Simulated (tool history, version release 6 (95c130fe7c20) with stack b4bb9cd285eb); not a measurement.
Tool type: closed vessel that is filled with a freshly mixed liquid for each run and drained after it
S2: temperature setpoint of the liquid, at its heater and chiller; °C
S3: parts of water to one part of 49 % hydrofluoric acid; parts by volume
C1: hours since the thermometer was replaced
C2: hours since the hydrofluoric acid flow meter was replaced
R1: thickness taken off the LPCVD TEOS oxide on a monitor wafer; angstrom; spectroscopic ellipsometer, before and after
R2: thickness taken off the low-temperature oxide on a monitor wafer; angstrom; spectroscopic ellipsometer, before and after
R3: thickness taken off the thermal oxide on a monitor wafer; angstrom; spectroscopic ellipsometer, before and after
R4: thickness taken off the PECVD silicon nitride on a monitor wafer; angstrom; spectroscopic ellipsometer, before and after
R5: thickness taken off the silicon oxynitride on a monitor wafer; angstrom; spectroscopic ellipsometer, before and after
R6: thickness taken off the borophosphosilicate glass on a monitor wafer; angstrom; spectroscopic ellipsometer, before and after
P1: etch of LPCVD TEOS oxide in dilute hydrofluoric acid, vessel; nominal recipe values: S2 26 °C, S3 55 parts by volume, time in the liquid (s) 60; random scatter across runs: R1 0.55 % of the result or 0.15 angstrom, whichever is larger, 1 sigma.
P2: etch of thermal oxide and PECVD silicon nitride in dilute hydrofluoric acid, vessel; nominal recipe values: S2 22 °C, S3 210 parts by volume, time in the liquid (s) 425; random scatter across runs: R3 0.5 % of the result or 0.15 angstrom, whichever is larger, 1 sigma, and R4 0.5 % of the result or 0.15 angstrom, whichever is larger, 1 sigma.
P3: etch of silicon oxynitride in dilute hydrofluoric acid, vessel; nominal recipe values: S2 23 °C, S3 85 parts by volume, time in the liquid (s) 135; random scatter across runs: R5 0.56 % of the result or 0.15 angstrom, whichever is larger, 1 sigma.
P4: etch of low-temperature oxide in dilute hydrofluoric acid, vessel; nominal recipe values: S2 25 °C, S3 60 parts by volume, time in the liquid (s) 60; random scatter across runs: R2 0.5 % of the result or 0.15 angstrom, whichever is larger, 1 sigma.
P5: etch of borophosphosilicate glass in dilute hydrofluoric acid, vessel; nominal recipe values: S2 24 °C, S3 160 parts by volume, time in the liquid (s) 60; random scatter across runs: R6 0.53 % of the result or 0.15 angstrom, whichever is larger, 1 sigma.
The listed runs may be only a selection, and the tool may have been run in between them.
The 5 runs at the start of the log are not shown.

Run 6, hour 68: process that ran P1, S2 26 °C, S3 55 parts by volume, time in the liquid (s) 60; C1 574.3; C2 196.8. Result: R1 702.05 angstrom.
Run 7, hour 76.5: process that ran P2, S2 18 °C, S3 210 parts by volume, time in the liquid (s) 425; C1 582.8; C2 205.3. Result: R3 67.172 angstrom, R4 63.698 angstrom.
Run 8, hour 84.4: process that ran P4, S2 25 °C, S3 20 parts by volume, time in the liquid (s) 60; C1 590.7; C2 213.2. Result: R2 778.79 angstrom.
Run 9, hour 99.3: process that ran P1, S2 26 °C, S3 55 parts by volume, time in the liquid (s) 60; C1 605.6; C2 228.1. Result: R1 709.26 angstrom.
Run 10, hour 109.3: process that ran P4, S2 25 °C, S3 60 parts by volume, time in the liquid (s) 60; C1 615.6; C2 238.1. Result: R2 246.63 angstrom.
Run 11, hour 121.1: process that ran P1, S2 26 °C, S3 90 parts by volume, time in the liquid (s) 95; C1 627.4; C2 249.9. Result: R1 651.73 angstrom.
Run 12, hour 130: process that ran P1, S2 32 °C, S3 55 parts by volume, time in the liquid (s) 60; C1 636.3; C2 258.8. Result: R1 897.11 angstrom.
At hour 133.8: hydrofluoric acid flow meter replaced.
Run 13, hour 136.8: process that ran P1, S2 26 °C, S3 55 parts by volume, time in the liquid (s) 115; C1 643.1; C2 3. Result: R1 1346.8 angstrom.
Run 14, hour 148.4: process that ran P3, S2 23 °C, S3 85 parts by volume, time in the liquid (s) 30; C1 654.7; C2 14.6. Result: R5 9.6213 angstrom.
Run 15, hour 159: process that ran P1, S2 19 °C, S3 55 parts by volume, time in the liquid (s) 85; C1 665.3; C2 25.2. Result: R1 753.98 angstrom.
Run 16, hour 167.9: process that ran P5, S2 24 °C, S3 160 parts by volume, time in the liquid (s) 60; C1 674.2; C2 34.1. Result: R6 175.42 angstrom.
Run 17, hour 178.2: process that ran P1, S2 26 °C, S3 90 parts by volume, time in the liquid (s) 60; C1 684.5; C2 44.4. Result: R1 410.26 angstrom.
Run 18, hour 186.2: process that ran P5, S2 24 °C, S3 75 parts by volume, time in the liquid (s) 60; C1 692.5; C2 52.4. Result: R6 415.05 angstrom.
Run 19, hour 194.4: process that ran P1, S2 26 °C, S3 55 parts by volume, time in the liquid (s) 60; C1 700.7; C2 60.6. Result: R1 706.37 angstrom.
Run 20, hour 208.6: process that ran P3, S2 31 °C, S3 85 parts by volume, time in the liquid (s) 135; C1 714.9; C2 74.8. Result: R5 61.976 angstrom.
Run 21, hour 218.1: process that ran P2, S2 22 °C, S3 340 parts by volume, time in the liquid (s) 425; C1 724.4; C2 84.3. Result: R3 42.66 angstrom, R4 51.748 angstrom.
Run 22, hour 231.9: process that ran P5, S2 24 °C, S3 160 parts by volume, time in the liquid (s) 85; C1 738.2; C2 98.1. Result: R6 250.89 angstrom.
Run 23, hour 241.9: process that ran P4, S2 25 °C, S3 60 parts by volume, time in the liquid (s) 60; C1 748.2; C2 108.1. Result: R2 245.12 angstrom.
Run 24, hour 250.5: process that ran P2, S2 22 °C, S3 210 parts by volume, time in the liquid (s) 680; C1 756.8; C2 116.7. Result: R3 126.25 angstrom, R4 132.95 angstrom.
Run 25, hour 265.3: process that ran P3, S2 23 °C, S3 35 parts by volume, time in the liquid (s) 135; C1 771.6; C2 131.5. Result: R5 108.17 angstrom.
Run 26, hour 279: process that ran P4, S2 25 °C, S3 60 parts by volume, time in the liquid (s) 30; C1 785.3; C2 145.2. Result: R2 123.18 angstrom.

Run 27 is up next; what results do you expect?
Run 27, hour 291.8: process that ran P5, S2 17 °C, S3 160 parts by volume, time in the liquid (s) 60; C1 798.1; C2 158. Result: R6 ?.

For run 27 the tool returned R6 133.66 angstrom.
